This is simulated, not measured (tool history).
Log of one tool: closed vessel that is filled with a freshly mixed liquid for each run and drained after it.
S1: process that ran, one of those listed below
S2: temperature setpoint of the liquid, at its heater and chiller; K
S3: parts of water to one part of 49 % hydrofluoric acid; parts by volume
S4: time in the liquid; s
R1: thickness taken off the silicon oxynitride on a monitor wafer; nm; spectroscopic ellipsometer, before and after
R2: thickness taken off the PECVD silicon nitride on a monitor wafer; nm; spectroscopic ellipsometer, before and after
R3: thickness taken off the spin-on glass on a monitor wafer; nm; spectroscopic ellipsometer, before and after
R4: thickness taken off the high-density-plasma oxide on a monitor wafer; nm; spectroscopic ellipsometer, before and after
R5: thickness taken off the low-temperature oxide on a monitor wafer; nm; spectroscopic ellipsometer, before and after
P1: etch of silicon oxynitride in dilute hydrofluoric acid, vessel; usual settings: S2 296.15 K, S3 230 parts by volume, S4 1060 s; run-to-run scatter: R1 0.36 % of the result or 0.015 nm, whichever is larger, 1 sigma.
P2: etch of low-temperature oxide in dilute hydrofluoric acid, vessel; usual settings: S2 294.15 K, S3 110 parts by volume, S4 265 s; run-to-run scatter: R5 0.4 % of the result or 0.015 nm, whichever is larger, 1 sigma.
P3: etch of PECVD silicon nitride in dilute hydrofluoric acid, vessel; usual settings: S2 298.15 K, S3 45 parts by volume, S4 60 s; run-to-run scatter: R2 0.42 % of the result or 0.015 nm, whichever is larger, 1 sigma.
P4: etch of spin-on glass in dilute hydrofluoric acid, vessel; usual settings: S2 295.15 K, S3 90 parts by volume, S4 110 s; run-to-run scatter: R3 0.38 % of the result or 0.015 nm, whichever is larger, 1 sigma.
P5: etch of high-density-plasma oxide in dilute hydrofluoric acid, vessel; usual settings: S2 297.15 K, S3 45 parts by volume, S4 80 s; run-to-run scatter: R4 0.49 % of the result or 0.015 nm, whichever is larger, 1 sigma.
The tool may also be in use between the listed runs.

run	day	S1	S2	S3	S4	R1	R2	R3	R4	R5
1	0.267	P1	296.15	230	1060	7.5832				
2	0.546	P1	296.15	230	510	3.6639				
3	0.762	P3	298.15	60	60		6.0377			
4	1.062	P1	296.15	385	1060	4.0825				
5	1.304	P4	302.65	90	110			38.394		
6	1.517	P1	296.15	230	1800	12.834				
7	1.717	P5	297.15	20	80				22.328	
8	2.012	P1	290.15	230	1060	5.792				
9	2.279	P2	294.15	110	60					10.826
10	2.512	P5	297.15	45	30				3.6082	
11	2.692	P1	296.15	230	1060	7.5741				
12	2.879	P4	295.15	30	110			92.222		
13	3.046	P1	303.65	230	1060	10.422				
14	3.342	P3	298.15	45	95		12.643			
# day 3.604: hydrofluoric acid flow meter replaced
15	3.612	P1	296.15	305	540	2.7441				
16	3.838	P4	295.15	90	110			28.548		
17	4.075	P3	298.15	45	60		7.9926			
18	4.362	P2	290.15	110	265					41.052
19	4.617	P1	296.15	230	1060	7.5604				
20	4.833	P4	295.15	90	110			28.743		
21	5.075	P1	296.15	230	1060	7.5007				
22	5.308	P2	294.15	110	265					47.962
23	5.596	P1	296.15	230	1060	7.5637				
24	5.733	P5	305.15	45	80				13.176	
25	5.929	P2	294.15	25	265					234.03
26	6.138	P4	295.15	90	30			7.8002		
27	6.388	P1	296.15	355	120	0.49359				
28	6.612	P1	296.15	90	1060	21.44				
29	6.867	P5	297.15	45	80				9.6252	
30	7.125	P1	296.15	230	1060	7.6088				
31	7.275	P3	305.15	45	60		12.658			
32	7.438	P3	298.15	45	60		7.9991			
33	7.712	P1	296.15	230	1060	7.5736				
34	8.004	P1	296.15	230	1060	7.3056				
35	8.221	P1	296.15	230	1060	7.2151				
36	8.408	P1	296.15	230	1060	7.186				
37	8.7	P1	296.15	230	1060	7.0902				
38	9.012	P1	296.15	230	1060	7.07				
39	9.2	P1	296.15	230	1060	6.9947				
40	9.492	P1	296.15	230	1060	6.993				
41	9.712	P1	296.15	230	1060	6.9495				
42	9.942	P1	296.15	230	1060	6.9979				
43	10.142	P1	296.15	230	1060	6.9749				

What P1 gives has crept away from where it was. These 2 causes fit the log equally well, each at the size given:
A: liquid colder than its thermometer reads (K) = 1.79
B: hydrofluoric acid flow below the setpoint (%) = 6.62
The creep began at about day 7.712.

4 check runs are offered, one wafer each, their results left as question marks. Which one tells the causes apart?
check 1	10.342	P2	290.15	110	265					?
check 2	10.342	P4	302.65	90	55			?		
check 3	10.342	P5	304.15	20	80				?	
check 4	10.342	P3	303.65	55	60		?			

What each check would give under each cause:
check	result	if A	if B
check 1	R5	37.696	37.668
check 2	R3	17.919	17.76
check 3	R4	27.767	27.806
check 4	R2	8.4022	8.8099
How far apart the two closest causes lie, in the result that separates them most: check 1 0.08 %; check 2 0.89 %; check 3 0.14 %; check 4 4.74 %
Check 4 tells the causes apart: in the others they would give nearly the same result.

Check 4 was then run and gave: R2 8.4048 nm. Which cause is it?

It is A: liquid colder than its thermometer reads (K).

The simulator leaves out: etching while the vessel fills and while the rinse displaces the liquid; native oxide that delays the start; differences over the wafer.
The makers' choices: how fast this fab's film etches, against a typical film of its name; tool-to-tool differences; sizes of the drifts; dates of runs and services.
